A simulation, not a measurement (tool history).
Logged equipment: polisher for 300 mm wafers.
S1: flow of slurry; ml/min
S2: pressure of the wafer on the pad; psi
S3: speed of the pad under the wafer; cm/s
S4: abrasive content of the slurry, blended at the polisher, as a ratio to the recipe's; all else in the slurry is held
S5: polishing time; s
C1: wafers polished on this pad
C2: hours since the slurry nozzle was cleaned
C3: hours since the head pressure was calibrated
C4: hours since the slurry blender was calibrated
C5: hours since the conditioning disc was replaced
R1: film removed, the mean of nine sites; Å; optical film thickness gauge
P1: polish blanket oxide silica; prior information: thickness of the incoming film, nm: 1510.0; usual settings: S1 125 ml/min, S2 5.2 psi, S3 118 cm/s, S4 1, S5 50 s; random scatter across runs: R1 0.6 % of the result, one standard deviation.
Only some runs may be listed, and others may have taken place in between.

run,day,S1,S2,S3,S4,S5,C1,C2,C3,C4,C5,R1
1,0.354,125,5.2,118,1,50,936,337.9,308.5,103.4,182,2120.2
2,0.95,125,5.2,118,1,72,1076,352.2,322.8,117.7,196.3,3044.5
3,1.408,125,5.2,118,1,22,1183,363.2,333.8,128.7,207.3,926.17
4,1.771,125,5.2,118,1.25,50,1268,371.9,342.5,137.4,216,2343.2
5,2.167,125,3.5,118,1,50,1361,381.4,352,146.9,225.5,1427.4
6,2.742,125,5.2,118,1,50,1496,395.2,365.8,160.7,239.3,2101.9
7,3.1,125,5.2,118,1,50,1580,403.8,374.4,169.3,247.9,2123.6
8,3.4,125,5.2,172,1,50,1650,411,381.6,176.5,255.1,2878
9,3.821,125,5.2,118,0.55,50,1749,421.1,391.7,186.6,265.2,1529.9
# day 4: worn pad replaced by a new one
10,4.183,125,5.2,56,1,50,43,429.8,400.4,195.3,273.9,1167.8
11,4.658,125,3.1,118,1,77,154,441.2,411.8,206.7,285.3,1938.9
12,5.204,185,5.2,118,1,50,282,454.3,424.9,219.8,298.4,2277.4
13,5.617,125,5.2,118,1,50,379,464.2,434.8,229.7,308.3,2128.6
14,6.204,125,7.4,118,1,50,517,478.3,448.9,243.8,322.4,3005.5
15,6.608,75,5.2,118,1,50,612,488,458.6,253.5,332.1,1837
16,7.142,125,5.2,118,1,50,737,500.8,471.4,266.3,344.9,2103.6
17,7.542,125,5.2,118,1,50,831,510.4,481,275.9,354.5,2136.3
18,7.904,125,5.2,118,1,50,916,519.1,489.7,284.6,363.2,2049
19,8.462,125,5.2,118,1,50,1047,532.5,503.1,298,376.6,2010.6
20,8.804,125,5.2,118,1,50,1127,540.7,511.3,306.2,384.8,1961.7
21,9.296,125,5.2,118,1,50,1242,552.5,523.1,318,396.6,1931.8
22,9.633,125,5.2,118,1,50,1321,560.6,531.2,326.1,404.7,1938.8
# day 9.846: conditioning disc replaced and pad reconditioned
# day 9.85: slurry nozzle cleaned
23,9.979,125,5.2,118,1,50,1402,3.2,539.5,334.4,3.2,1967.2
# day 10.183: worn pad replaced by a new one
24,10.462,125,5.2,118,1,50,66,14.8,551.1,346,14.8,1931.5
25,10.862,125,5.2,118,1,50,159,24.4,560.7,355.6,24.4,1953
26,11.204,125,5.2,118,1,50,240,32.6,568.9,363.8,32.6,1929.7
27,11.604,125,5.2,118,1,50,333,42.2,578.5,373.4,42.2,1931.1

P1 has crept away from where it was. The log is fitted equally well by each of these 2 causes, at the sizes shown:
A: abrasive missing from the slurry, % = 17.3
B: head's pressure below its setpoint, % = 8.69
The gradual shift began around day 7.542.
Other possible causes, and why each is ruled out:
removal rate lost through wear of the pad, %: was serviced at day 10.183, once the creep was under way, yet the earlier output never came back
slurry flow missing at the pad, %: was serviced at day 9.85, once the creep was under way, yet the earlier output never came back
time polished since the conditioner stopped cutting, s: was serviced at day 9.846, once the creep was under way, yet the earlier output never came back

Which of the 4 check runs listed below, each an average over 5 wafers with its results shown as question marks, gives clearly different results under the different listed causes?
check 1,12.004,75,5.2,148,1,50,,,,,,?
check 2,12.004,125,5.2,118,0.65,50,,,,,,?
check 3,12.004,125,7.2,118,1,23,,,,,,?
check 4,12.004,75,5.2,76,1,50,,,,,,?

Predicted outcomes, by check and by cause:
check,result,if A,if B
check 1,R1,2030.1,2030
check 2,R1,1521.7,1552.8
check 3,R1,1231.2,1231.1
check 4,R1,1191.1,1191
Gap, in per cent, between the two causes that each check separates least, read from the result that separates them most: check 1 0.01 %; check 2 2.02 %; check 3 0.01 %; check 4 0.01 %
The other checks would show nearly matching results whichever cause is true, so check 2 is the only one that separates the causes.

Then check 2 was run and gave: R1 1546.1 Å. Which cause is it?

Of the candidate causes, it is B: head's pressure below its setpoint, %.

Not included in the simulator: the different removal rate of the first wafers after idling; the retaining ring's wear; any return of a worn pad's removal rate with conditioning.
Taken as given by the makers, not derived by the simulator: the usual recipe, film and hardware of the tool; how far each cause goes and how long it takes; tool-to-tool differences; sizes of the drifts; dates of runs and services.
